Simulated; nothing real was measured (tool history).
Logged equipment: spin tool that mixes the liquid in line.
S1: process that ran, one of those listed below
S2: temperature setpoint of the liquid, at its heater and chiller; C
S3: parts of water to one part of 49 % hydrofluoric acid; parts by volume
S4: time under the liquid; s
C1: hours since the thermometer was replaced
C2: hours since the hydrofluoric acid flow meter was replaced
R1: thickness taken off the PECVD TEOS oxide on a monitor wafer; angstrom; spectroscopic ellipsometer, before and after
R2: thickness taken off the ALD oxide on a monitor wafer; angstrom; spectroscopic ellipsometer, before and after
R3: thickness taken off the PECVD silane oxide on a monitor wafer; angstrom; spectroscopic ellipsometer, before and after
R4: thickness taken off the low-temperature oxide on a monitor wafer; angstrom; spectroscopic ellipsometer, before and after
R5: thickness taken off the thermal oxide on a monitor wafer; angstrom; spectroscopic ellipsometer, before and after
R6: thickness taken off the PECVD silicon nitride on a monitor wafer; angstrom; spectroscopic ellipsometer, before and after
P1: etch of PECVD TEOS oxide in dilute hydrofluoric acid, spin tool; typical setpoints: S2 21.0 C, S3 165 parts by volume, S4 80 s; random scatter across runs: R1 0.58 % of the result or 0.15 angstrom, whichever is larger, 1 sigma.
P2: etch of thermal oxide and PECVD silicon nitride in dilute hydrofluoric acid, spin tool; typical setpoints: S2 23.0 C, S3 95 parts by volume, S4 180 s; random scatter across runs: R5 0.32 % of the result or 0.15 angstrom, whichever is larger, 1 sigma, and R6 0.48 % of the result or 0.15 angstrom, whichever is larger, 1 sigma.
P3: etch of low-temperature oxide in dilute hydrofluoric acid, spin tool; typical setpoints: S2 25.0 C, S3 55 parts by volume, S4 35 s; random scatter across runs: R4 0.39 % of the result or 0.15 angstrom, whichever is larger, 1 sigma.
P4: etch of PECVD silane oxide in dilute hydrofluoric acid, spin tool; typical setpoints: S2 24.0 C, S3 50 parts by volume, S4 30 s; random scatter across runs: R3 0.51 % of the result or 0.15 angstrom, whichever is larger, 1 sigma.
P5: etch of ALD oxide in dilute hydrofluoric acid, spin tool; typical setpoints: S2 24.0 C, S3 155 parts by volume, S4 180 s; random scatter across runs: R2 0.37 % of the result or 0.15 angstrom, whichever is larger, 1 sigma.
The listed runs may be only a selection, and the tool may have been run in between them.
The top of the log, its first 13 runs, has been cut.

run,hour,S1,S2,S3,S4,C1,C2,R1,R2,R3,R4,R5,R6
14,149.4,P1,21.0,165,15,661.2,500.8,10.487,,,,,
15,155.6,P2,23.0,95,180,667.4,507.0,,,,,88.5840,95.9930
16,163.7,P5,24.0,50,180,675.5,515.1,,370.600,,,,
17,174.9,P1,21.0,165,80,686.7,526.3,55.827,,,,,
18,182.1,P3,25.0,55,15,693.9,533.5,,,,43.695,,
19,196.1,P4,24.0,50,30,707.9,547.5,,,192.35,,,
20,202.5,P5,24.0,155,180,714.3,553.9,,105.150,,,,
21,210.9,P5,24.0,155,180,722.7,562.3,,106.000,,,,
22,222.9,P3,25.0,100,35,734.7,574.3,,,,53.426,,
23,229.2,P5,24.0,155,85,741.0,580.6,,49.643,,,,
24,243.5,P2,23.0,30,180,755.3,594.9,,,,,304.3500,297.8700
25,253.9,P4,29.5,50,30,765.7,605.3,,,240.76,,,

Run 26 has not been measured yet. What should we expect?
26,263.2,P1,21.0,165,80,775.0,614.6,?,,,,,

Run 26 came out at R1 56.092 angstrom.
